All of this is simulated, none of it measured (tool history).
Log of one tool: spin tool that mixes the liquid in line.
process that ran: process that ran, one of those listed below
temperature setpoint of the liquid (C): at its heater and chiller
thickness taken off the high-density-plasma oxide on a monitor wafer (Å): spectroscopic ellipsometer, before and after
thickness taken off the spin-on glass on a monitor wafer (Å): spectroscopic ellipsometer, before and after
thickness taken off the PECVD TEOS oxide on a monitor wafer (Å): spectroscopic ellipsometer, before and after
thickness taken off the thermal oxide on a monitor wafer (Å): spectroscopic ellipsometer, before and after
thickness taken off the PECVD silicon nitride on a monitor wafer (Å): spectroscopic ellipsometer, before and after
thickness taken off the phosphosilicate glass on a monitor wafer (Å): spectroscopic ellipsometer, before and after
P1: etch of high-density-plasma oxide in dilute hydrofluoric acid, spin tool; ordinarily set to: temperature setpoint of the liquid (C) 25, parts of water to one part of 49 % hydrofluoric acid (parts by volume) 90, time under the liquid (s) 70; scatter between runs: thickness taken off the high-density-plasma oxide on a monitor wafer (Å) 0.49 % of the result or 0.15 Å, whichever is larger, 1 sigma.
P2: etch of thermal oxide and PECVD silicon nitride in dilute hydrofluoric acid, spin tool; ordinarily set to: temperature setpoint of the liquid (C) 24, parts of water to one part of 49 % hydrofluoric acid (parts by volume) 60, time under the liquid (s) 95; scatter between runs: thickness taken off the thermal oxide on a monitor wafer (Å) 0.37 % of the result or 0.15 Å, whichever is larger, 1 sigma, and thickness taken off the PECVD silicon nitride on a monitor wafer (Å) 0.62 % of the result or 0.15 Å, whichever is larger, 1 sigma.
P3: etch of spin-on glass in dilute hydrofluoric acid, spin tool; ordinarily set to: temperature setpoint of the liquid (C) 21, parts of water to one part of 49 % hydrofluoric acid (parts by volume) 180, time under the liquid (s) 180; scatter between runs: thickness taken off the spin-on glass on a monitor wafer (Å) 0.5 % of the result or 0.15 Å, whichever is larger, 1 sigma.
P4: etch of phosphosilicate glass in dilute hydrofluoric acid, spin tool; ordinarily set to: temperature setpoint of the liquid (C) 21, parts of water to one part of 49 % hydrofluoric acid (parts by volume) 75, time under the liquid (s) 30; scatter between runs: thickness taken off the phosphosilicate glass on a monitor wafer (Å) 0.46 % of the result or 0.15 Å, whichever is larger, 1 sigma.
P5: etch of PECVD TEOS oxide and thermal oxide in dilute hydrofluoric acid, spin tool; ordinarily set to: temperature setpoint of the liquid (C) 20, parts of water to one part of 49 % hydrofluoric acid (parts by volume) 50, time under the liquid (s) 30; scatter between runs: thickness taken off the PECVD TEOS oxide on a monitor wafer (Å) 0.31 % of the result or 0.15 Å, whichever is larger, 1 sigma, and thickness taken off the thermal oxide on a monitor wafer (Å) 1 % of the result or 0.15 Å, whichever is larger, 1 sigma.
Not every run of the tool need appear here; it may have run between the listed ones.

run   hour  process that ran  temperature setpoint of the liquid (C)  parts of water to one part of 49 % hydrofluoric acid (parts by volume)  time under the liquid (s)  hours since the thermometer was replaced  hours since the hydrofluoric acid flow meter was replaced  thickness taken off the high-density-plasma oxide on a monitor wafer (Å)  thickness taken off the spin-on glass on a monitor wafer (Å)  thickness taken off the PECVD TEOS oxide on a monitor wafer (Å)  thickness taken off the thermal oxide on a monitor wafer (Å)  thickness taken off the PECVD silicon nitride on a monitor wafer (Å)  thickness taken off the phosphosilicate glass on a monitor wafer (Å)
  1    7.3                P1                                      25                                                                      90                         70                                     286.2                                                     1458.8                                                                    45.717
  2   11.1                P3                                      17                                                                     180                        180                                       290                                                     1462.6                                                                                                                                  180.27
  3   17.2                P1                                      25                                                                      90                         70                                     296.1                                                     1468.7                                                                    46.015
  4   23.7                P3                                      21                                                                     245                        180                                     302.6                                                     1475.2                                                                                                                                  143.96
  5   28.9                P5                                      20                                                                      90                         30                                     307.8                                                     1480.4                                                                                                                                                                                                   56.162                                                        13.724
  6   34.2                P2                                      24                                                                      60                         45                                     313.1                                                     1485.7                                                                                                                                                                                                                                                                 37.199                                                                23.838
  7     41                P2                                      24                                                                      60                         95                                     319.9                                                     1492.5                                                                                                                                                                                                                                                                 78.572                                                                50.889
  8   45.3                P1                                      33                                                                      90                         15                                     324.2                                                     1496.8                                                                     13.22
  9   50.7                P4                                      21                                                                      75                         30                                     329.6                                                     1502.2                                                                                                                                                                                                                                                                                                                                                                                                             553.52
 10   55.2                P3                                      21                                                                     180                        180                                     334.1                                                     1506.7                                                                                                                                  209.36
 11   60.4                P4                                      21                                                                     135                         30                                     339.3                                                     1511.9                                                                                                                                                                                                                                                                                                                                                                                                             286.27
 12   64.1                P2                                      30                                                                      60                         95                                       343                                                     1515.6                                                                                                                                                                                                                                                                 98.973                                                                74.084
 13   70.8                P1                                      25                                                                      90                         70                                     349.7                                                     1522.3                                                                    45.391
 14   78.2                P3                                      21                                                                     180                        260                                     357.1                                                     1529.7                                                                                                                                  303.55
 15   82.8                P4                                      17                                                                      75                         30                                     361.7                                                     1534.3                                                                                                                                                                                                                                                                                                                                                                                                             467.46
 16     90                P1                                      25                                                                     135                         70                                     368.9                                                     1541.5                                                                    28.616
 17   96.4                P1                                    29.5                                                                      90                         70                                     375.3                                                     1547.9                                                                    53.739
 18  103.7                P1                                      25                                                                      35                         20                                     382.6                                                     1555.2                                                                    36.399
 19  108.5                P5                                      20                                                                      50                         15                                     387.4                                                       1560                                                                                                                                                                                                    53.54                                                        13.195
 20  112.8                P1                                      25                                                                      90                         70                                     391.7                                                     1564.3                                                                     45.38
 21  119.4                P2                                      24                                                                      60                         95                                     398.3                                                     1570.9                                                                                                                                                                                                                                                                 78.378                                                                50.721
 22    123                P1                                      25                                                                      90                         70                                     401.9                                                     1574.5                                                                    45.841
 23  127.2                P1                                      25                                                                      90                        125                                     406.1                                                     1578.7                                                                    80.538
 24  133.7                P2                                      24                                                                      80                         95                                     412.6                                                     1585.2                                                                                                                                                                                                                                                                 57.361                                                                38.005
 25  137.3                P1                                      25                                                                      90                         15                                     416.2                                                     1588.8                                                                    9.6872
 26  141.3                P4                                      21                                                                      75                         60                                     420.2                                                     1592.8                                                                                                                                                                                                                                                                                                                                                                                                             1109.7
 27  144.6                P4                                      21                                                                      75                         30                                     423.5                                                     1596.1                                                                                                                                                                                                                                                                                                                                                                                                             549.31
       148  -- thermometer replaced
 28  151.3                P1                                      25                                                                      25                         70                                       3.3                                                     1602.8                                                                    179.38
 29  157.5                P5                                      20                                                                      50                         30                                       9.5                                                       1609                                                                                                                                                                                                   105.86                                                        25.907
 30  161.7                P1                                      18                                                                      90                         70                                      13.7                                                     1613.2                                                                    34.199
 31  168.8                P1                                      25                                                                     145                        115                                      20.8                                                     1620.3                                                                    43.354

What does the tool deliver on the next run?
 32  175.1                P5                                      24                                                                      50                         30                                      27.1                                                     1626.6                                                                                                                                                                                                        ?                                                             ?

thickness taken off the PECVD TEOS oxide on a monitor wafer (Å): 125.46
thickness taken off the thermal oxide on a monitor wafer (Å): 30.647
